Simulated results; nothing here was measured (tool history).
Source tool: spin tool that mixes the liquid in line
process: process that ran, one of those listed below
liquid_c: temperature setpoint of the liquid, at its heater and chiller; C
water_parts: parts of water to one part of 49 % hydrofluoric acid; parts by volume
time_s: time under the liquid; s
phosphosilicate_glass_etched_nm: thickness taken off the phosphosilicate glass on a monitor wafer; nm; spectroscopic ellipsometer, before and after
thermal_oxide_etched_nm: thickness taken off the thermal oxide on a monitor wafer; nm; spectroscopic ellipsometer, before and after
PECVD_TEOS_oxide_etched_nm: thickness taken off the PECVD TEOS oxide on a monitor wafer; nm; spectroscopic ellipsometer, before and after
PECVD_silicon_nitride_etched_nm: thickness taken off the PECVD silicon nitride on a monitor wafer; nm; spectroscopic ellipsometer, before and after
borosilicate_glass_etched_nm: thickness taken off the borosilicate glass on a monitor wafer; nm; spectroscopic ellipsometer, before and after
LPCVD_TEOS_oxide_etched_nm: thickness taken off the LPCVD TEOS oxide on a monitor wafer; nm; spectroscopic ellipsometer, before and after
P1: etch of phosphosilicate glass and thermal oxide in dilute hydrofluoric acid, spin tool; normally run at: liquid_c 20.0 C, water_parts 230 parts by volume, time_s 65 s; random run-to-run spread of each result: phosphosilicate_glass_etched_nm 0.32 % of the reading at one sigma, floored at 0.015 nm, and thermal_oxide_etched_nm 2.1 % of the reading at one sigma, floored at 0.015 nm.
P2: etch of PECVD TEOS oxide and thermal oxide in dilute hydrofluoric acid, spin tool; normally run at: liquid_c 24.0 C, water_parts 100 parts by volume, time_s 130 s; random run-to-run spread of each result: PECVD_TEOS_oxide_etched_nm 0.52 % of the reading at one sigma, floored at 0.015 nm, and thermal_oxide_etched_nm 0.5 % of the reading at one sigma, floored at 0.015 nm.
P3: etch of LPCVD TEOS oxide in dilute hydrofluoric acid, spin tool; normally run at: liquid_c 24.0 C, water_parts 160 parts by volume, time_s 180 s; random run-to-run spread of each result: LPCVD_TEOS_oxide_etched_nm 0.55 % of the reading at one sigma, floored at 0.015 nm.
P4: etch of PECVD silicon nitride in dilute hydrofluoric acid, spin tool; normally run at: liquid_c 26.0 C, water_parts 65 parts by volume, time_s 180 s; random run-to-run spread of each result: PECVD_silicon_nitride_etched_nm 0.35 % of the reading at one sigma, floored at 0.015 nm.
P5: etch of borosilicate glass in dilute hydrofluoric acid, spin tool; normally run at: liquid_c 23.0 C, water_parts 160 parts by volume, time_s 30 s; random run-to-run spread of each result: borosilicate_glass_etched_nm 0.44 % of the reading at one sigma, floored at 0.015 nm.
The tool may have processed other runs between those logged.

run   hour  process  liquid_c  water_parts  time_s  hours since the thermometer was replaced  hours since the hydrofluoric acid flow meter was replaced  phosphosilicate_glass_etched_nm  thermal_oxide_etched_nm  PECVD_TEOS_oxide_etched_nm  PECVD_silicon_nitride_etched_nm  borosilicate_glass_etched_nm  LPCVD_TEOS_oxide_etched_nm
  1    8.9       P1      20.0          230      65                                    1042.8                                                      332.0                          14.2200                  1.00340
  2   18.0       P2      24.0          100     130                                    1051.9                                                      341.1                                                   5.92590                      11.636
  3   23.6       P4      26.0           65      55                                    1057.5                                                      346.7                                                                                                                 3.3780
  4   30.9       P5      29.5          160      30                                    1064.8                                                      354.0                                                                                                                                              10.2770
  5   41.5       P1      24.5          230      25                                    1075.4                                                      364.6                           6.4021                  0.43100
  6   50.9       P5      23.0          295      30                                    1084.8                                                      374.0                                                                                                                                               3.7822
  7   60.9       P1      20.0          230      65                                    1094.8                                                      384.0                          14.2120                  0.98366
  8   70.7       P1      20.0          230      20                                    1104.6                                                      393.8                           4.3489                  0.29856
  9   82.9       P1      20.0          140      65                                    1116.8                                                      406.0                          25.4840                  1.76040
 10   93.2       P1      20.0          230      65                                    1127.1                                                      416.3                          14.0780                  0.99311
 11  103.0       P1      20.0          230      65                                    1136.9                                                      426.1                          14.1250                  0.98713
 12  111.4       P1      20.0          230      65                                    1145.3                                                      434.5                          14.1680                  1.06210
 13  123.0       P4      26.0           30     180                                    1156.9                                                      446.1                                                                                                                23.6820
 14  130.6       P5      23.0          160      30                                    1164.5                                                      453.7                                                                                                                                               8.1090
 15  139.3       P2      32.0          100     130                                    1173.2                                                      462.4                                                   8.01750                      15.581
 16  149.9       P4      21.0           65     180                                    1183.8                                                      473.0                                                                                                                 7.8729
 17  160.7       P1      20.0          230      65                                    1194.6                                                      483.8                          14.1310                  0.95930
 18  172.2       P3      24.0          160     180                                    1206.1                                                      495.3                                                                                                                                                                           17.545
 19  179.4       P4      26.0           65     180                                    1213.3                                                      502.5                                                                                                                11.0510
 20  185.7       P3      29.0          160     180                                    1219.6                                                      508.8                                                                                                                                                                           21.129
 21  197.6       P1      20.0          370      65                                    1231.5                                                      520.7                           7.7591                  0.55242
 22  207.1       P1      20.0          230      65                                    1241.0                                                      530.2                          14.1560                  0.99344
 23  214.4       P1      27.0          230      65                                    1248.3                                                      537.5                          18.2280                  1.22430
 24  221.5       P1      20.0          230     120                                    1255.4                                                      544.6                          25.9640                  1.86280
 25  230.7       P3      24.0           80     180                                    1264.6                                                      553.8                                                                                                                                                                           38.760
 26  240.6       P1      17.0          230      65                                    1274.5                                                      563.7                          12.6020                  0.86672
 27  247.4       P2      24.0          100     210                                    1281.3                                                      570.5                                                   9.65250                      18.700
 28  258.7       P3      24.0          160     330                                    1292.6                                                      581.8                                                                                                                                                                           32.296
 29  264.5       P3      24.0          160     180                                    1298.4                                                      587.6                                                                                                                                                                           17.392
 30  272.7       P2      24.0          150     130                                    1306.6                                                      595.8                                                   3.76730                       7.305
 31  283.1       P2      24.0          100     130                                    1317.0                                                      606.2                                                   5.89550                      11.430
 32  288.7       P5      23.0          160      15                                    1322.6                                                      611.8                                                                                                                                               4.0359
 33  300.5       P1      20.0          230      65                                    1334.4                                                      623.6                          14.2050                  0.97785
 34  309.0       P1      20.0          230      65                                    1342.9                                                      632.1                          13.8230                  0.93598
 35  315.5       P1      20.0          230      65                                    1349.4                                                      638.6                          13.6640                  0.91833
 36  321.8       P1      20.0          230      65                                    1355.7                                                      644.9                          13.4930                  1.01810
 37  332.4       P1      20.0          230      65                                    1366.3                                                      655.5                          13.4370                  0.95458
 38  342.0       P1      20.0          230      65                                    1375.9                                                      665.1                          13.4370                  0.94982
 39  349.3       P1      20.0          230      65                                    1383.2                                                      672.4                          13.3280                  0.92292
 40  360.6       P1      20.0          230      65                                    1394.5                                                      683.7                          13.3840                  0.94095

Something has made what P1 gives creep away from where it was; the 2 causes below, each at its own stated size, fit the log equally well:
A: liquid colder than its thermometer reads (K) = 1.46
B: hydrofluoric acid flow below the setpoint (%) = 4.45
The onset of the drift is placed at about hour 300.5.

Below are 4 check runs, each on a single wafer, with their results shown as question marks. Which of them would tell the listed causes apart, meaning the causes would give clearly different results under it?
check 1  371.9       P4      26.0           65     180                                                                                                                                                                                                                           ?
check 2  371.9       P2      24.0          100     130                                                                                                                                                              ?                           ?
check 3  371.9       P3      24.0          160     180                                                                                                                                                                                                                                                                                     ?
check 4  371.9       P5      23.0          160      30                                                                                                                                                                                                                                                         ?

Expected result of each check under each candidate cause:
  check                           result     if A     if B
check 1  PECVD_silicon_nitride_etched_nm  10.0560  10.5910
check 2          thermal_oxide_etched_nm  5.60630  5.64550
check 2       PECVD_TEOS_oxide_etched_nm   10.924   11.001
check 3       LPCVD_TEOS_oxide_etched_nm   16.566   16.599
check 4     borosilicate_glass_etched_nm   7.6478   7.6687
Minimum pairwise separation of causes per check, each pair taken at its best-separating result: check 1 5.18 %; check 2 0.7 %; check 3 0.2 %; check 4 0.27 %
Check 1 tells the causes apart: in the others they would give nearly the same result.

Check 1 has now been run. It gave: PECVD_silicon_nitride_etched_nm 10.5290 nm. Which of the candidate causes is it?

Of the candidate causes, it is B: hydrofluoric acid flow below the setpoint (%).

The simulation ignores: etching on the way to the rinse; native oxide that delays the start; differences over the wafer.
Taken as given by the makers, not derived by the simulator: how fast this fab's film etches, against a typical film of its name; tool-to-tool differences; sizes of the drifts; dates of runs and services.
